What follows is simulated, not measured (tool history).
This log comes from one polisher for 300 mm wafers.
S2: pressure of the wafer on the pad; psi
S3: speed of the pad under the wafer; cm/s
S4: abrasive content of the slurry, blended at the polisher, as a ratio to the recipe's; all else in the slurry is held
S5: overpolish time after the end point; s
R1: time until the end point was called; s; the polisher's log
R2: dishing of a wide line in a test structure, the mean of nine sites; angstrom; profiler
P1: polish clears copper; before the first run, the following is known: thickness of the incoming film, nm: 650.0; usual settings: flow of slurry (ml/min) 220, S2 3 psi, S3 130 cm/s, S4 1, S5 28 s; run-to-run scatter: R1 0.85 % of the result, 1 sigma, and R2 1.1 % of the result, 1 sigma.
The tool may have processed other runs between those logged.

{"run": 1, "hour": 4.7, "flow of slurry (ml/min)": 220, "S2": 3, "S3": 130, "S4": 1, "S5": 28, "R1": 192.2, "R2": 601.26}
{"run": 2, "hour": 11.0, "flow of slurry (ml/min)": 220, "S2": 3, "S3": 130, "S4": 1, "S5": 28, "R1": 190.88, "R2": 604.93}
{"run": 3, "hour": 18.1, "flow of slurry (ml/min)": 220, "S2": 3, "S3": 130, "S4": 1.35, "S5": 28, "R1": 178.34, "R2": 634.19}
{"run": 4, "hour": 22.4, "flow of slurry (ml/min)": 220, "S2": 3, "S3": 130, "S4": 1, "S5": 55, "R1": 192.87, "R2": 947.72}
{"run": 5, "hour": 26.8, "flow of slurry (ml/min)": 220, "S2": 4.7, "S3": 130, "S4": 1, "S5": 28, "R1": 122.18, "R2": 860.71}
{"run": 6, "hour": 33.0, "flow of slurry (ml/min)": 220, "S2": 3, "S3": 202, "S4": 1, "S5": 28, "R1": 123.2, "R2": 811.13}
{"run": 7, "hour": 36.7, "flow of slurry (ml/min)": 130, "S2": 3, "S3": 130, "S4": 1, "S5": 28, "R1": 209.75, "R2": 560.62}
{"run": 8, "hour": 44.0, "flow of slurry (ml/min)": 220, "S2": 1.6, "S3": 130, "S4": 1, "S5": 28, "R1": 356.8, "R2": 345.96}
{"run": 9, "hour": 49.5, "flow of slurry (ml/min)": 220, "S2": 3, "S3": 194, "S4": 0.75, "S5": 28, "R1": 136.2, "R2": 768.88}
{"run": 10, "hour": 53.6, "flow of slurry (ml/min)": 220, "S2": 3, "S3": 130, "S4": 1, "S5": 28, "R1": 190.87, "R2": 602.42}
{"run": 11, "hour": 61.7, "flow of slurry (ml/min)": 220, "S2": 3, "S3": 130, "S4": 1, "S5": 28, "R1": 192, "R2": 603.79}
{"run": 12, "hour": 68.9, "flow of slurry (ml/min)": 330, "S2": 3, "S3": 130, "S4": 1, "S5": 28, "R1": 183.73, "R2": 631.76}
{"run": 13, "hour": 74.0, "flow of slurry (ml/min)": 220, "S2": 3, "S3": 130, "S4": 1, "S5": 8, "R1": 189.81, "R2": 201.66}
{"hour": 74.7, "done": "slurry nozzle cleaned"}
{"run": 14, "hour": 82.0, "flow of slurry (ml/min)": 220, "S2": 3, "S3": 130, "S4": 0.65, "S5": 8, "R1": 208.16, "R2": 187.6}

Forecast run 15:
{"hour": 82.3, "done": "worn pad replaced by a new one"}
{"run": 15, "hour": 89.5, "flow of slurry (ml/min)": 220, "S2": 3, "S3": 130, "S4": 0.5, "S5": 28, "R1": "?", "R2": "?"}

R1: 221.59 s
R2: 540.38 angstrom
